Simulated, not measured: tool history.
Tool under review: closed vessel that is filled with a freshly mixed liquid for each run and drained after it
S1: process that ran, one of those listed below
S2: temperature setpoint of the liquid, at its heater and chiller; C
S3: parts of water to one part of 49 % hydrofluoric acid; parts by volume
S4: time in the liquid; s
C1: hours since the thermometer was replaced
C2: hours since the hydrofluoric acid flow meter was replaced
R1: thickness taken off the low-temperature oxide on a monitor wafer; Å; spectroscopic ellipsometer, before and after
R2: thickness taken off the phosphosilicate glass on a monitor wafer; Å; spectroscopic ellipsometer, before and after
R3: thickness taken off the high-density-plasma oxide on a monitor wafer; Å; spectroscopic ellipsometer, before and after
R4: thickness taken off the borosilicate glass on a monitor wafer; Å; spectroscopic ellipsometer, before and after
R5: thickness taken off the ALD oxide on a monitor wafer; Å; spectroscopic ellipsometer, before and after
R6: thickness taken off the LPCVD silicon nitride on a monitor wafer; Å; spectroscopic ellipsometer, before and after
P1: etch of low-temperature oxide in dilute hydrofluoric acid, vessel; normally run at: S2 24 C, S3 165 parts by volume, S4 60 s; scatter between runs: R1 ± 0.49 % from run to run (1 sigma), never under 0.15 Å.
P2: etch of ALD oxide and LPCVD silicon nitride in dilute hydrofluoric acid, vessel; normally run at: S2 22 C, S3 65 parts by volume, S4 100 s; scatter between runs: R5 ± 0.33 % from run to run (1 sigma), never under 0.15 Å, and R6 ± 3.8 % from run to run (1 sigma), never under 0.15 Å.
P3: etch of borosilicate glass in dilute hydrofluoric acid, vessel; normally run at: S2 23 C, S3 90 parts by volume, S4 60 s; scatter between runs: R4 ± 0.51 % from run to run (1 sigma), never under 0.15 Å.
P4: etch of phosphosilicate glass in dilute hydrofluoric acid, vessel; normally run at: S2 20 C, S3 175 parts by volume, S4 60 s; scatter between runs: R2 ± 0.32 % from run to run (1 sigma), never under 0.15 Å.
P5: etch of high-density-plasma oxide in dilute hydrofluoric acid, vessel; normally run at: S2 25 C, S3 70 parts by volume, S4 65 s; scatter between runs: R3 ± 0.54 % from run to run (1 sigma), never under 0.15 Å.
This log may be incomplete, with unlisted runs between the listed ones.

| run | hour | S1 | S2 | S3 | S4 | C1 | C2 | R1 | R2 | R3 | R4 | R5 | R6 |
|---|---|---|---|---|---|---|---|---|---|---|---|---|---|
| 1 | 11 | P1 | 24 | 165 | 60 | 407.7 | 539.9 | 85.442 |  |  |  |  |  |
| 2 | 21.2 | P1 | 24 | 165 | 60 | 417.9 | 550.1 | 86.338 |  |  |  |  |  |
| 3 | 29.4 | P1 | 24 | 165 | 110 | 426.1 | 558.3 | 157.42 |  |  |  |  |  |
| 4 | 34.9 | P4 | 20 | 175 | 60 | 431.6 | 563.8 |  | 249.72 |  |  |  |  |
| 5 | 45.8 | P5 | 25 | 115 | 65 | 442.5 | 574.7 |  |  | 30.574 |  |  |  |
| 6 | 56.1 | P1 | 24 | 165 | 60 | 452.8 | 585 | 85.793 |  |  |  |  |  |
| 7 | 68 | P1 | 29.5 | 100 | 60 | 464.7 | 596.9 | 189.26 |  |  |  |  |  |
| 8 | 75.1 | P3 | 23 | 160 | 60 | 471.8 | 604 |  |  |  | 142.31 |  |  |
| 9 | 81.3 | P5 | 25 | 70 | 65 | 478 | 610.2 |  |  | 53.208 |  |  |  |
| 10 | 86.7 | P2 | 22 | 65 | 180 | 483.4 | 615.6 |  |  |  |  | 366.88 | 11.755 |
| 11 | 97.7 | P1 | 24 | 165 | 30 | 494.4 | 626.6 | 42.499 |  |  |  |  |  |
| 12 | 108.1 | P1 | 24 | 165 | 60 | 504.8 | 637 | 85.162 |  |  |  |  |  |
| 13 | 116.5 | P1 | 24 | 245 | 60 | 513.2 | 645.4 | 53.353 |  |  |  |  |  |
| 14 | 125.9 | P4 | 26 | 175 | 60 | 522.6 | 654.8 |  | 316.79 |  |  |  |  |
| 15 | 136.6 | P5 | 29 | 70 | 65 | 533.3 | 665.5 |  |  | 61.63 |  |  |  |
| 16 | 145.5 | P2 | 22 | 95 | 100 | 542.2 | 674.4 |  |  |  |  | 135.36 | 4.6126 |
| 17 | 152.2 | P1 | 24 | 30 | 60 | 548.9 | 681.1 | 555.76 |  |  |  |  |  |
| 18 | 163.8 | P3 | 23 | 90 | 30 | 560.5 | 692.7 |  |  |  | 137.37 |  |  |
| 19 | 170.9 | P1 | 31.5 | 165 | 60 | 567.6 | 699.8 | 112.41 |  |  |  |  |  |
| 20 | 176.8 | P4 | 20 | 175 | 30 | 573.5 | 705.7 |  | 125.86 |  |  |  |  |
| 21 | 182.5 | P1 | 17 | 165 | 60 | 579.2 | 711.4 | 65.351 |  |  |  |  |  |

Run 22 is up next; what results do you expect?
| 22 | 193.4 | P2 | 28.5 | 65 | 100 | 590.1 | 722.3 |  |  |  |  | ? | ? |

Run 22 measured R5 265.3 Å, R6 9.8461 Å.
